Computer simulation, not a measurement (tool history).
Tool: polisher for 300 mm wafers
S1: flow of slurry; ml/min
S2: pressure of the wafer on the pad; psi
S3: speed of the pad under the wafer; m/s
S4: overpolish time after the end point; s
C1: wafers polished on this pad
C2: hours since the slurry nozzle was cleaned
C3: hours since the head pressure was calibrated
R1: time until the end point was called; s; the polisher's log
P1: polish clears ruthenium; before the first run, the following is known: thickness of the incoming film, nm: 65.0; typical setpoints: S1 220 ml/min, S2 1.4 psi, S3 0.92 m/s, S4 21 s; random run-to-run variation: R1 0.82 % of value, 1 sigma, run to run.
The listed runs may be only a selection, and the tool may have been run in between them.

Run 1, day 0.212: S1 220 ml/min, S2 1.4 psi, S3 0.92 m/s, S4 21 s; C1 886; C2 124.4; C3 328.6. Result: R1 107.870 s.
Run 2, day 0.317: S1 220 ml/min, S2 1.4 psi, S3 1.22 m/s, S4 21 s; C1 903; C2 126.9; C3 331.1. Result: R1 81.744 s.
Run 3, day 0.433: S1 220 ml/min, S2 1.4 psi, S3 0.92 m/s, S4 21 s; C1 922; C2 129.7; C3 333.9. Result: R1 106.830 s.
Run 4, day 0.588: S1 130 ml/min, S2 1.4 psi, S3 0.92 m/s, S4 21 s; C1 948; C2 133.4; C3 337.6. Result: R1 118.940 s.
Run 5, day 0.775: S1 220 ml/min, S2 1.4 psi, S3 0.92 m/s, S4 21 s; C1 979; C2 137.9; C3 342.1. Result: R1 108.180 s.
Run 6, day 0.983: S1 220 ml/min, S2 1.4 psi, S3 0.92 m/s, S4 21 s; C1 1013; C2 142.9; C3 347.1. Result: R1 107.650 s.
Run 7, day 1.179: S1 220 ml/min, S2 1.4 psi, S3 0.92 m/s, S4 6 s; C1 1046; C2 147.6; C3 351.8. Result: R1 109.140 s.
Run 8, day 1.362: S1 220 ml/min, S2 1.4 psi, S3 0.42 m/s, S4 21 s; C1 1076; C2 152.0; C3 356.2. Result: R1 237.210 s.
Run 9, day 1.462: S1 220 ml/min, S2 1.4 psi, S3 0.92 m/s, S4 21 s; C1 1092; C2 154.4; C3 358.6. Result: R1 108.190 s.
Run 10, day 1.617: S1 285 ml/min, S2 1.4 psi, S3 0.92 m/s, S4 21 s; C1 1118; C2 158.1; C3 362.3. Result: R1 106.540 s.
Run 11, day 1.792: S1 220 ml/min, S2 2.2 psi, S3 0.92 m/s, S4 21 s; C1 1147; C2 162.3; C3 366.5. Result: R1 68.722 s.
Run 12, day 1.912: S1 305 ml/min, S2 1.4 psi, S3 0.92 m/s, S4 39 s; C1 1167; C2 165.2; C3 369.4. Result: R1 106.140 s.
Run 13, day 2.071: S1 220 ml/min, S2 1.4 psi, S3 0.92 m/s, S4 40 s; C1 1193; C2 169.0; C3 373.2. Result: R1 107.980 s.
Run 14, day 2.246: S1 220 ml/min, S2 0.8 psi, S3 0.92 m/s, S4 21 s; C1 1222; C2 173.2; C3 377.4. Result: R1 188.710 s.
Run 15, day 2.379: S1 220 ml/min, S2 1.4 psi, S3 0.92 m/s, S4 21 s; C1 1244; C2 176.4; C3 380.6. Result: R1 109.010 s.
Run 16, day 2.500: S1 220 ml/min, S2 1.0 psi, S3 1.42 m/s, S4 21 s; C1 1264; C2 179.3; C3 383.5. Result: R1 98.265 s.
Run 17, day 2.654: S1 220 ml/min, S2 1.4 psi, S3 0.92 m/s, S4 21 s; C1 1289; C2 183.0; C3 387.2. Result: R1 108.010 s.
Run 18, day 2.829: S1 220 ml/min, S2 1.4 psi, S3 0.92 m/s, S4 21 s; C1 1318; C2 187.2; C3 391.4. Result: R1 108.960 s.
Run 19, day 2.967: S1 220 ml/min, S2 1.4 psi, S3 0.92 m/s, S4 21 s; C1 1341; C2 190.5; C3 394.7. Result: R1 111.710 s.
Run 20, day 3.162: S1 220 ml/min, S2 1.4 psi, S3 0.92 m/s, S4 21 s; C1 1373; C2 195.2; C3 399.4. Result: R1 114.600 s.
Run 21, day 3.321: S1 220 ml/min, S2 1.4 psi, S3 0.92 m/s, S4 21 s; C1 1400; C2 199.0; C3 403.2. Result: R1 114.260 s.
At day 3.333: head pressure recalibrated.
Run 22, day 3.512: S1 220 ml/min, S2 1.4 psi, S3 0.92 m/s, S4 21 s; C1 1431; C2 203.6; C3 4.3. Result: R1 114.070 s.
Run 23, day 3.696: S1 220 ml/min, S2 1.4 psi, S3 0.92 m/s, S4 21 s; C1 1462; C2 208.0; C3 8.7. Result: R1 116.090 s.
Run 24, day 3.875: S1 220 ml/min, S2 1.4 psi, S3 0.92 m/s, S4 21 s; C1 1491; C2 212.3; C3 13.0. Result: R1 114.620 s.

P1 has crept away from where it was. The log is fitted equally well by each of these 2 causes, at the sizes shown:
A: slurry flow missing at the pad, % = 37.6
B: removal rate lost through wear of the pad, % = 6.92
The onset of the drift is placed at about day 2.654.
Other possible causes, and why each is ruled out:
head's pressure below its setpoint, %: serviced at day 3.333, after the drift had started, without restoring the earlier output

Which of the 4 check runs listed below, each an average over 2 wafers with its results shown as question marks, gives clearly different results under the different listed causes?
Run check 1, day 4.054: S1 220 ml/min, S2 1.4 psi, S3 0.44 m/s, S4 21 s. Result: R1 ?.
Run check 2, day 4.054: S1 130 ml/min, S2 1.4 psi, S3 0.92 m/s, S4 31 s. Result: R1 ?.
Run check 3, day 4.054: S1 220 ml/min, S2 2.1 psi, S3 0.92 m/s, S4 7 s. Result: R1 ?.
Run check 4, day 4.054: S1 220 ml/min, S2 1.4 psi, S3 0.42 m/s, S4 8 s. Result: R1 ?.

If the cause were each of the candidates in turn, the checks would give the following:
  check  result     if A     if B
check 1      R1  242.930  242.910
check 2      R1  131.820  126.140
check 3      R1   77.457   77.449
check 4      R1  254.500  254.480
Separation of the two closest causes in each check, using whichever result separates them best: check 1 0.01 %; check 2 4.4 %; check 3 0.01 %; check 4 0.01 %
Check 2 tells the causes apart: in the others they would give nearly the same result.

With check 2 done, the readings were: R1 133.100 s. Identify which of the listed causes applies.

It was cause A: slurry flow missing at the pad, %.
